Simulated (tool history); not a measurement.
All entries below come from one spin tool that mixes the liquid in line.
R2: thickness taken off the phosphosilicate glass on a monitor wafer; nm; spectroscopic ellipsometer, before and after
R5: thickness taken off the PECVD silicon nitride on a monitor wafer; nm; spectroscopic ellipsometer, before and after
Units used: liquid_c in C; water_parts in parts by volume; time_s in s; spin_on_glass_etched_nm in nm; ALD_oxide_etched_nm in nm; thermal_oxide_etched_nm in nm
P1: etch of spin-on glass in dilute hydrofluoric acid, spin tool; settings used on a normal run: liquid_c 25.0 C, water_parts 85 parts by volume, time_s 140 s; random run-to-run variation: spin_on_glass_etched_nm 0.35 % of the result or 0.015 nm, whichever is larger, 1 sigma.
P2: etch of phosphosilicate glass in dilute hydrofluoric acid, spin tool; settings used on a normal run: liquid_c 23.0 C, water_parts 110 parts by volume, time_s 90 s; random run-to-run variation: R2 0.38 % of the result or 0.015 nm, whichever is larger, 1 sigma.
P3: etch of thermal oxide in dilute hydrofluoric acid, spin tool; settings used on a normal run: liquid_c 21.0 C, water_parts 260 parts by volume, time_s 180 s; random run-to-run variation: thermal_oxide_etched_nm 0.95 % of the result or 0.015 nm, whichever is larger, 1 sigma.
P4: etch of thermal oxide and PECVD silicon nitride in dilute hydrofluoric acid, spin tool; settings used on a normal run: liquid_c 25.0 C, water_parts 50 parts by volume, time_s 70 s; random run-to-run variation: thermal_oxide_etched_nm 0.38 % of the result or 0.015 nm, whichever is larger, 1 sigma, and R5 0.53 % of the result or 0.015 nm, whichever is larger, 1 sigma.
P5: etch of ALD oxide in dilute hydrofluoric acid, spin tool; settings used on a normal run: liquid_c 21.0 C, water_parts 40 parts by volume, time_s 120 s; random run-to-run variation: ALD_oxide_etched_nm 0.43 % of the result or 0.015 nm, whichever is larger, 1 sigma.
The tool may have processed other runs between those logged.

run 1 hour=12.4 | process=P1 liquid_c=25.0 water_parts=85 time_s=140 | spin_on_glass_etched_nm=55.509
run 2 hour=21.6 | process=P2 liquid_c=23.0 water_parts=110 time_s=90 | R2=56.913
run 3 hour=30.3 | process=P5 liquid_c=21.0 water_parts=20 time_s=120 | ALD_oxide_etched_nm=91.781
run 4 hour=39.2 | process=P3 liquid_c=28.0 water_parts=260 time_s=180 | thermal_oxide_etched_nm=3.38210
run 5 hour=47.7 | process=P1 liquid_c=25.0 water_parts=85 time_s=55 | spin_on_glass_etched_nm=21.921
run 6 hour=59.5 | process=P4 liquid_c=25.0 water_parts=50 time_s=70 | thermal_oxide_etched_nm=7.20460 R5=8.0233
run 7 hour=66.3 | process=P1 liquid_c=25.0 water_parts=85 time_s=140 | spin_on_glass_etched_nm=55.713
run 8 hour=74.8 | process=P1 liquid_c=21.5 water_parts=85 time_s=140 | spin_on_glass_etched_nm=48.459
run 9 hour=82.9 | process=P1 liquid_c=25.0 water_parts=85 time_s=260 | spin_on_glass_etched_nm=103.680
run 10 hour=93.2 | process=P2 liquid_c=23.0 water_parts=110 time_s=90 | R2=56.475
run 11 hour=104.7 | process=P1 liquid_c=25.0 water_parts=45 time_s=220 | spin_on_glass_etched_nm=174.050
run 12 hour=112.7 | process=P1 liquid_c=31.0 water_parts=85 time_s=140 | spin_on_glass_etched_nm=69.897
run 13 hour=122.5 | process=P3 liquid_c=21.0 water_parts=260 time_s=180 | thermal_oxide_etched_nm=2.61670
run 14 hour=131.5 | process=P1 liquid_c=25.0 water_parts=85 time_s=140 | spin_on_glass_etched_nm=55.601
run 15 hour=141.5 | process=P3 liquid_c=21.0 water_parts=260 time_s=45 | thermal_oxide_etched_nm=0.67344
run 16 hour=153.7 | process=P5 liquid_c=21.0 water_parts=40 time_s=70 | ALD_oxide_etched_nm=26.151
run 17 hour=165.2 | process=P1 liquid_c=32.5 water_parts=120 time_s=140 | spin_on_glass_etched_nm=49.603
run 18 hour=173.6 | process=P5 liquid_c=17.0 water_parts=40 time_s=120 | ALD_oxide_etched_nm=37.496
run 19 hour=183.1 | process=P4 liquid_c=18.5 water_parts=50 time_s=70 | thermal_oxide_etched_nm=5.51460 R5=5.2060
run 20 hour=189.4 | process=P2 liquid_c=23.0 water_parts=110 time_s=20 | R2=12.570
run 21 hour=195.7 | process=P1 liquid_c=25.0 water_parts=25 time_s=140 | spin_on_glass_etched_nm=205.930
run 22 hour=202.2 | process=P5 liquid_c=21.0 water_parts=40 time_s=120 | ALD_oxide_etched_nm=44.921
run 23 hour=210.7 | process=P1 liquid_c=25.0 water_parts=135 time_s=140 | spin_on_glass_etched_nm=33.091
run 24 hour=216.6 | process=P4 liquid_c=25.0 water_parts=25 time_s=70 | thermal_oxide_etched_nm=14.97600 R5=15.7220
run 25 hour=227.3 | process=P1 liquid_c=31.5 water_parts=140 time_s=140 | spin_on_glass_etched_nm=40.014
run 26 hour=233.7 | process=P1 liquid_c=25.0 water_parts=85 time_s=140 | spin_on_glass_etched_nm=55.627
run 27 hour=243.6 | process=P3 liquid_c=21.0 water_parts=50 time_s=180 | thermal_oxide_etched_nm=16.95900
run 28 hour=249.8 | process=P2 liquid_c=18.5 water_parts=110 time_s=90 | R2=46.930
run 29 hour=261.6 | process=P4 liquid_c=25.0 water_parts=50 time_s=115 | thermal_oxide_etched_nm=11.88800 R5=13.2970
run 30 hour=271.3 | process=P2 liquid_c=23.0 water_parts=45 time_s=90 | R2=151.150
run 31 hour=280.6 | process=P1 liquid_c=25.0 water_parts=85 time_s=140 | spin_on_glass_etched_nm=55.436
run 32 hour=290.0 | process=P1 liquid_c=25.0 water_parts=85 time_s=140 | spin_on_glass_etched_nm=54.368
run 33 hour=297.0 | process=P1 liquid_c=25.0 water_parts=85 time_s=140 | spin_on_glass_etched_nm=52.930
run 34 hour=306.8 | process=P1 liquid_c=25.0 water_parts=85 time_s=140 | spin_on_glass_etched_nm=52.707
run 35 hour=318.7 | process=P1 liquid_c=25.0 water_parts=85 time_s=140 | spin_on_glass_etched_nm=51.885
run 36 hour=325.5 | process=P1 liquid_c=25.0 water_parts=85 time_s=140 | spin_on_glass_etched_nm=51.802
run 37 hour=336.0 | process=P1 liquid_c=25.0 water_parts=85 time_s=140 | spin_on_glass_etched_nm=51.208
run 38 hour=349.1 | process=P1 liquid_c=25.0 water_parts=85 time_s=140 | spin_on_glass_etched_nm=51.181
run 39 hour=356.5 | process=P1 liquid_c=25.0 water_parts=85 time_s=140 | spin_on_glass_etched_nm=51.073
run 40 hour=365.7 | process=P1 liquid_c=25.0 water_parts=85 time_s=140 | spin_on_glass_etched_nm=51.607

Something has made what P1 gives creep away from where it was; the 2 causes below, each at its own stated size, fit the log equally well:
A: hydrofluoric acid flow below the setpoint (%) = 7.2
B: liquid colder than its thermometer reads (K) = 2.08
The onset of the drift is placed at about hour 280.6.

Question marks stand in for the results of the 4 check runs listed below, each run on one wafer. Under which run would the listed causes show clearly different results?
run check 1 hour=374.9 | process=P2 liquid_c=23.0 water_parts=110 time_s=90 | R2=?
run check 2 hour=374.9 | process=P3 liquid_c=21.0 water_parts=260 time_s=180 | thermal_oxide_etched_nm=?
run check 3 hour=374.9 | process=P4 liquid_c=25.0 water_parts=50 time_s=70 | thermal_oxide_etched_nm=? R5=?
run check 4 hour=374.9 | process=P5 liquid_c=21.0 water_parts=40 time_s=120 | ALD_oxide_etched_nm=?

If the cause were each of the candidates in turn, the checks would give the following:
check=check_1 result=R2 if_A=52.208 if_B=52.277
check=check_2 result=thermal_oxide_etched_nm if_A=2.39400 if_B=2.43250
check=check_3 result=thermal_oxide_etched_nm if_A=6.67860 if_B=6.64110
check=check_3 result=R5 if_A=7.5119 if_B=7.0251
check=check_4 result=ALD_oxide_etched_nm if_A=41.375 if_B=40.942
Minimum pairwise separation of causes per check, each pair taken at its best-separating result: check 1 0.13 %; check 2 1.6 %; check 3 6.7 %; check 4 1.05 %
Check 3 tells the causes apart: in the others they would give nearly the same result.

Then check 3 was run and gave: thermal_oxide_etched_nm 6.66370 nm; R5 7.5906 nm. Which cause is it?

Of the candidate causes, it is A: hydrofluoric acid flow below the setpoint (%).

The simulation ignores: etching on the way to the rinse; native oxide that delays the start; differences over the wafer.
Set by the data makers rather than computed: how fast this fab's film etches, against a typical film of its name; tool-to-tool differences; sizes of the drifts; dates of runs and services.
